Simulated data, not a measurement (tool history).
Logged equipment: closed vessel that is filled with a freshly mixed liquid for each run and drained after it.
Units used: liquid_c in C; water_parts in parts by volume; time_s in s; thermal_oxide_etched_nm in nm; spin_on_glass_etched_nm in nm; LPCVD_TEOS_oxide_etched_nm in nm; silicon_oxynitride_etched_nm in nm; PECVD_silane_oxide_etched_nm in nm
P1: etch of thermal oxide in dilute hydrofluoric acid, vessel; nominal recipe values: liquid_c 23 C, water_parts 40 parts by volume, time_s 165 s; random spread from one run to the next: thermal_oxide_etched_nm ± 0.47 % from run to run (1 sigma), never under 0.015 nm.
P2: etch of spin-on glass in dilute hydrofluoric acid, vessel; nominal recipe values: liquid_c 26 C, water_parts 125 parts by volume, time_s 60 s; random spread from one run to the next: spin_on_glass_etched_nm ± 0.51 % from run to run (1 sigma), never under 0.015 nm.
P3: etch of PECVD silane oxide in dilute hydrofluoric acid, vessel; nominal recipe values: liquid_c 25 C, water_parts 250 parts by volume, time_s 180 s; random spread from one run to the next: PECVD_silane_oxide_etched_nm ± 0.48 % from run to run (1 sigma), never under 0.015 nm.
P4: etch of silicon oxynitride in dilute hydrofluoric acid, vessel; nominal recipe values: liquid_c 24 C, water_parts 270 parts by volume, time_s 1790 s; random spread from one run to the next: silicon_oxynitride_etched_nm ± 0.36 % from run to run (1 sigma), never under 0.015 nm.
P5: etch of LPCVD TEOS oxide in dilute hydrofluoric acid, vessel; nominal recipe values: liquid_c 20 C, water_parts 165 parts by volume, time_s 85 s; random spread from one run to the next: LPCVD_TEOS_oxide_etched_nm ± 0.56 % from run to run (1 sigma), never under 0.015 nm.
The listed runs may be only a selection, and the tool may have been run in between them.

Run 1, day 0.329: process P1, liquid_c 23 C, water_parts 40 parts by volume, time_s 165 s. Result: thermal_oxide_etched_nm 19.431 nm.
Run 2, day 0.529: process P2, liquid_c 26 C, water_parts 125 parts by volume, time_s 60 s. Result: spin_on_glass_etched_nm 33.915 nm.
Run 3, day 0.862: process P5, liquid_c 17 C, water_parts 165 parts by volume, time_s 85 s. Result: LPCVD_TEOS_oxide_etched_nm 15.115 nm.
Run 4, day 1.042: process P1, liquid_c 23 C, water_parts 40 parts by volume, time_s 165 s. Result: thermal_oxide_etched_nm 19.294 nm.
Run 5, day 1.212: process P4, liquid_c 24 C, water_parts 270 parts by volume, time_s 1790 s. Result: silicon_oxynitride_etched_nm 26.96 nm.
Run 6, day 1.508: process P3, liquid_c 25 C, water_parts 250 parts by volume, time_s 180 s. Result: PECVD_silane_oxide_etched_nm 29.206 nm.
Run 7, day 1.696: process P3, liquid_c 25 C, water_parts 250 parts by volume, time_s 180 s. Result: PECVD_silane_oxide_etched_nm 29.273 nm.
Run 8, day 1.983: process P1, liquid_c 17 C, water_parts 25 parts by volume, time_s 165 s. Result: thermal_oxide_etched_nm 24.401 nm.
Run 9, day 2.279: process P3, liquid_c 33.5 C, water_parts 250 parts by volume, time_s 180 s. Result: PECVD_silane_oxide_etched_nm 38.892 nm.
Run 10, day 2.675: process P2, liquid_c 26 C, water_parts 30 parts by volume, time_s 60 s. Result: spin_on_glass_etched_nm 161.22 nm.
Run 11, day 2.938: process P2, liquid_c 21 C, water_parts 125 parts by volume, time_s 60 s. Result: spin_on_glass_etched_nm 28.214 nm.
Run 12, day 3.158: process P5, liquid_c 20 C, water_parts 165 parts by volume, time_s 85 s. Result: LPCVD_TEOS_oxide_etched_nm 17.167 nm.
Run 13, day 3.421: process P4, liquid_c 24 C, water_parts 270 parts by volume, time_s 2660 s. Result: silicon_oxynitride_etched_nm 39.974 nm.
Run 14, day 3.621: process P1, liquid_c 23 C, water_parts 40 parts by volume, time_s 165 s. Result: thermal_oxide_etched_nm 19.328 nm.
Run 15, day 3.925: process P1, liquid_c 23 C, water_parts 40 parts by volume, time_s 30 s. Result: thermal_oxide_etched_nm 3.5408 nm.
Run 16, day 4.092: process P4, liquid_c 24 C, water_parts 90 parts by volume, time_s 1790 s. Result: silicon_oxynitride_etched_nm 92.893 nm.
Run 17, day 4.312: process P1, liquid_c 18 C, water_parts 40 parts by volume, time_s 165 s. Result: thermal_oxide_etched_nm 15.602 nm.
Run 18, day 4.671: process P3, liquid_c 25 C, water_parts 250 parts by volume, time_s 50 s. Result: PECVD_silane_oxide_etched_nm 8.0825 nm.
Run 19, day 4.912: process P1, liquid_c 23 C, water_parts 40 parts by volume, time_s 165 s. Result: thermal_oxide_etched_nm 19.437 nm.
Run 20, day 5.208: process P1, liquid_c 17 C, water_parts 40 parts by volume, time_s 320 s. Result: thermal_oxide_etched_nm 29.011 nm.
Run 21, day 5.488: process P5, liquid_c 20 C, water_parts 90 parts by volume, time_s 85 s. Result: LPCVD_TEOS_oxide_etched_nm 34.078 nm.
Run 22, day 5.8: process P1, liquid_c 23 C, water_parts 40 parts by volume, time_s 325 s. Result: thermal_oxide_etched_nm 38.3 nm.
Run 23, day 6.167: process P1, liquid_c 23 C, water_parts 65 parts by volume, time_s 165 s. Result: thermal_oxide_etched_nm 11.48 nm.
Run 24, day 6.442: process P3, liquid_c 25 C, water_parts 125 parts by volume, time_s 180 s. Result: PECVD_silane_oxide_etched_nm 67.266 nm.
Run 25, day 6.758: process P1, liquid_c 23 C, water_parts 20 parts by volume, time_s 165 s. Result: thermal_oxide_etched_nm 39.593 nm.
Run 26, day 6.929: process P2, liquid_c 26 C, water_parts 125 parts by volume, time_s 100 s. Result: spin_on_glass_etched_nm 56.356 nm.
Run 27, day 7.283: process P1, liquid_c 28 C, water_parts 40 parts by volume, time_s 230 s. Result: thermal_oxide_etched_nm 33.095 nm.
Run 28, day 7.567: process P5, liquid_c 20 C, water_parts 165 parts by volume, time_s 165 s. Result: LPCVD_TEOS_oxide_etched_nm 33.231 nm.
Run 29, day 7.892: process P5, liquid_c 20 C, water_parts 165 parts by volume, time_s 85 s. Result: LPCVD_TEOS_oxide_etched_nm 17.069 nm.
Run 30, day 8.258: process P4, liquid_c 24 C, water_parts 270 parts by volume, time_s 1790 s. Result: silicon_oxynitride_etched_nm 27.01 nm.
Run 31, day 8.504: process P2, liquid_c 26 C, water_parts 125 parts by volume, time_s 60 s. Result: spin_on_glass_etched_nm 34.227 nm.
Run 32, day 8.788: process P4, liquid_c 20 C, water_parts 270 parts by volume, time_s 1790 s. Result: silicon_oxynitride_etched_nm 22.652 nm.
Run 33, day 9.117: process P1, liquid_c 29.5 C, water_parts 40 parts by volume, time_s 165 s. Result: thermal_oxide_etched_nm 25.393 nm.
Run 34, day 9.304: process P1, liquid_c 23 C, water_parts 40 parts by volume, time_s 165 s. Result: thermal_oxide_etched_nm 19.271 nm.
Run 35, day 9.629: process P1, liquid_c 23 C, water_parts 40 parts by volume, time_s 165 s. Result: thermal_oxide_etched_nm 18.602 nm.
Run 36, day 10.004: process P1, liquid_c 23 C, water_parts 40 parts by volume, time_s 165 s. Result: thermal_oxide_etched_nm 18.444 nm.
Run 37, day 10.321: process P1, liquid_c 23 C, water_parts 40 parts by volume, time_s 165 s. Result: thermal_oxide_etched_nm 17.977 nm.
Run 38, day 10.625: process P1, liquid_c 23 C, water_parts 40 parts by volume, time_s 165 s. Result: thermal_oxide_etched_nm 17.831 nm.
Run 39, day 10.854: process P1, liquid_c 23 C, water_parts 40 parts by volume, time_s 165 s. Result: thermal_oxide_etched_nm 17.923 nm.
Run 40, day 11.092: process P1, liquid_c 23 C, water_parts 40 parts by volume, time_s 165 s. Result: thermal_oxide_etched_nm 17.848 nm.
Run 41, day 11.388: process P1, liquid_c 23 C, water_parts 40 parts by volume, time_s 165 s. Result: thermal_oxide_etched_nm 17.852 nm.
Run 42, day 11.633: process P1, liquid_c 23 C, water_parts 40 parts by volume, time_s 165 s. Result: thermal_oxide_etched_nm 17.65 nm.

What P1 gives has crept off from where it sat before. The 2 causes that follow fit the log equally well, each at the size noted:
A: hydrofluoric acid flow below the setpoint (%) = 7.5
B: liquid colder than its thermometer reads (K) = 1.95
The onset of the drift is placed at about day 9.304.

Consider the 4 single-wafer check runs listed below, results given as question marks: which one distinguishes between the causes by giving clearly different results for each?
Run check 1, day 11.879: process P5, liquid_c 17 C, water_parts 165 parts by volume, time_s 115 s. Result: LPCVD_TEOS_oxide_etched_nm ?.
Run check 2, day 11.879: process P3, liquid_c 31.5 C, water_parts 250 parts by volume, time_s 180 s. Result: PECVD_silane_oxide_etched_nm ?.
Run check 3, day 11.879: process P2, liquid_c 26 C, water_parts 30 parts by volume, time_s 60 s. Result: spin_on_glass_etched_nm ?.
Run check 4, day 11.879: process P4, liquid_c 21 C, water_parts 175 parts by volume, time_s 1790 s. Result: silicon_oxynitride_etched_nm ?.

What every check run would give for each of its results, assuming each possible cause in turn:
  check                        result    if A    if B
check 1    LPCVD_TEOS_oxide_etched_nm  18.801      19
check 2  PECVD_silane_oxide_etched_nm  32.804  34.052
check 3       spin_on_glass_etched_nm  148.39  148.45
check 4  silicon_oxynitride_etched_nm   35.73  35.589
Smallest distance between any two causes, each pair judged by its most separating result, in per cent: check 1 1.06 %; check 2 3.73 %; check 3 0.04 %; check 4 0.39 %
Check 2 distinguishes between the causes, while the remaining checks would return nearly the same result for all of them.

The results of check 2 are: PECVD_silane_oxide_etched_nm 32.955 nm. Based on these, which of the listed causes is it?

A is the cause: hydrofluoric acid flow below the setpoint (%).
